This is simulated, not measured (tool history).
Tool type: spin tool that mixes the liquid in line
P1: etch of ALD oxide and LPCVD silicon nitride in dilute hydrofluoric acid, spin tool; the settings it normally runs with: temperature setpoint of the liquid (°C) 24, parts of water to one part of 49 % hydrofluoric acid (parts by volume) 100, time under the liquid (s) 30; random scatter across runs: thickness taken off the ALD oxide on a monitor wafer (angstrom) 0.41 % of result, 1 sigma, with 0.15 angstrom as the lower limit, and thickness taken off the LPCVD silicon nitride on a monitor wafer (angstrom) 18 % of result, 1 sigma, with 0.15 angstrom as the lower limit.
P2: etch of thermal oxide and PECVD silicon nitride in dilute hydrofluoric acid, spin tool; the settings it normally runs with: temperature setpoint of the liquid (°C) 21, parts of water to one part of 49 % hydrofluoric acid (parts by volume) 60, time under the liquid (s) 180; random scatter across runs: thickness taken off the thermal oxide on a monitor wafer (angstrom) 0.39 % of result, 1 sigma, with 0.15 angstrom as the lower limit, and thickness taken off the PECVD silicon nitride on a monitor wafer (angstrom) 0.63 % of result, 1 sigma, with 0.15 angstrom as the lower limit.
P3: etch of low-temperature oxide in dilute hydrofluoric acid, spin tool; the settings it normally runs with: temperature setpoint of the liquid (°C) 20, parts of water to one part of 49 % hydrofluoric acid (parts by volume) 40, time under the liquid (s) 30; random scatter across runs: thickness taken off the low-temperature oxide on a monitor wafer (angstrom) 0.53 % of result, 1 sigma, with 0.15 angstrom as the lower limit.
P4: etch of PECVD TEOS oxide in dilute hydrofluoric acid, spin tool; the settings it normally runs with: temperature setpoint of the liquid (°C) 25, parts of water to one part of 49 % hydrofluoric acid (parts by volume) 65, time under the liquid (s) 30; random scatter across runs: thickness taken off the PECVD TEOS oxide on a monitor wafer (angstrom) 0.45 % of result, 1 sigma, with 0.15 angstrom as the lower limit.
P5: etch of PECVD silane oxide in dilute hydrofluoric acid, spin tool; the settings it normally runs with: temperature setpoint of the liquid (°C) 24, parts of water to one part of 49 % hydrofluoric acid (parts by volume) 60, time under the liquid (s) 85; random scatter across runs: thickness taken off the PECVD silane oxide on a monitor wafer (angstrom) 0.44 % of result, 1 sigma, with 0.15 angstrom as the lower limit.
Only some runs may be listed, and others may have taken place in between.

| run | hour | process that ran | temperature setpoint of the liquid (°C) | parts of water to one part of 49 % hydrofluoric acid (parts by volume) | time under the liquid (s) | hours since the thermometer was replaced | hours since the hydrofluoric acid flow meter was replaced | thickness taken off the ALD oxide on a monitor wafer (angstrom) | thickness taken off the LPCVD silicon nitride on a monitor wafer (angstrom) | thickness taken off the low-temperature oxide on a monitor wafer (angstrom) | thickness taken off the thermal oxide on a monitor wafer (angstrom) | thickness taken off the PECVD silicon nitride on a monitor wafer (angstrom) | thickness taken off the PECVD silane oxide on a monitor wafer (angstrom) | thickness taken off the PECVD TEOS oxide on a monitor wafer (angstrom) |
|---|---|---|---|---|---|---|---|---|---|---|---|---|---|---|
| 1 | 6.9 | P1 | 24 | 100 | 30 | 315.7 | 857.2 | 57.277 | 1.6732 |  |  |  |  |  |
| 2 | 10 | P3 | 20 | 40 | 30 | 318.8 | 860.3 |  |  | 86.299 |  |  |  |  |
| 3 | 14.6 | P1 | 24 | 100 | 30 | 323.4 | 864.9 | 57.193 | 1.4691 |  |  |  |  |  |
| 4 | 20.4 | P1 | 24 | 100 | 30 | 329.2 | 870.7 | 57.273 | 1.2376 |  |  |  |  |  |
| 5 | 23.5 | P1 | 24 | 100 | 30 | 332.3 | 873.8 | 57.397 | 1.3721 |  |  |  |  |  |
| 6 | 29.3 | P1 | 24 | 100 | 50 | 338.1 | 879.6 | 96.047 | 2.3054 |  |  |  |  |  |
| 7 | 35.3 | P1 | 24 | 100 | 15 | 344.1 | 885.6 | 28.695 | 0.61284 |  |  |  |  |  |
| 8 | 42 | P1 | 24 | 165 | 15 | 350.8 | 892.3 | 15.891 | 0.48615 |  |  |  |  |  |
| 9 | 48.7 | P2 | 29 | 60 | 180 | 357.5 | 899 |  |  |  | 173.61 | 68.9 |  |  |
| 10 | 53.1 | P5 | 24 | 60 | 15 | 361.9 | 903.4 |  |  |  |  |  | 85.073 |  |
| 11 | 57.6 | P1 | 24 | 25 | 15 | 366.4 | 907.9 | 126.05 | 2.2998 |  |  |  |  |  |
| 12 | 63.4 | P3 | 27.5 | 40 | 30 | 372.2 | 913.7 |  |  | 117.86 |  |  |  |  |
| 13 | 68.9 | P1 | 24 | 100 | 30 | 377.7 | 919.2 | 57.46 | 1.0865 |  |  |  |  |  |
| 14 | 71.9 | P3 | 20 | 40 | 50 | 380.7 | 922.2 |  |  | 142.42 |  |  |  |  |
| 15 | 79 | P2 | 21 | 60 | 180 | 387.8 | 929.3 |  |  |  | 126.57 | 40.517 |  |  |
| 16 | 82.4 | P4 | 25 | 65 | 30 | 391.2 | 932.7 |  |  |  |  |  |  | 127.94 |
| 17 | 85.5 | P3 | 20 | 20 | 30 | 394.3 | 935.8 |  |  | 176.99 |  |  |  |  |
| 18 | 89 | P5 | 24 | 35 | 85 | 397.8 | 939.3 |  |  |  |  |  | 854.11 |  |
| 19 | 94.5 | P4 | 25 | 65 | 30 | 403.3 | 944.8 |  |  |  |  |  |  | 128.58 |
| 20 | 98.8 | P1 | 24 | 40 | 30 | 407.6 | 949.1 | 156.27 | 3.5673 |  |  |  |  |  |
| 21 | 102.1 | P1 | 24 | 100 | 30 | 410.9 | 952.4 | 57.186 | 0.83966 |  |  |  |  |  |

The next listed run, before its measurement:
| 22 | 108 | P1 | 32.5 | 100 | 30 | 416.8 | 958.3 | ? | ? |  |  |  |  |  |

For run 22 the tool returned thickness taken off the ALD oxide on a monitor wafer (angstrom) 78.611, thickness taken off the LPCVD silicon nitride on a monitor wafer (angstrom) 2.2119.
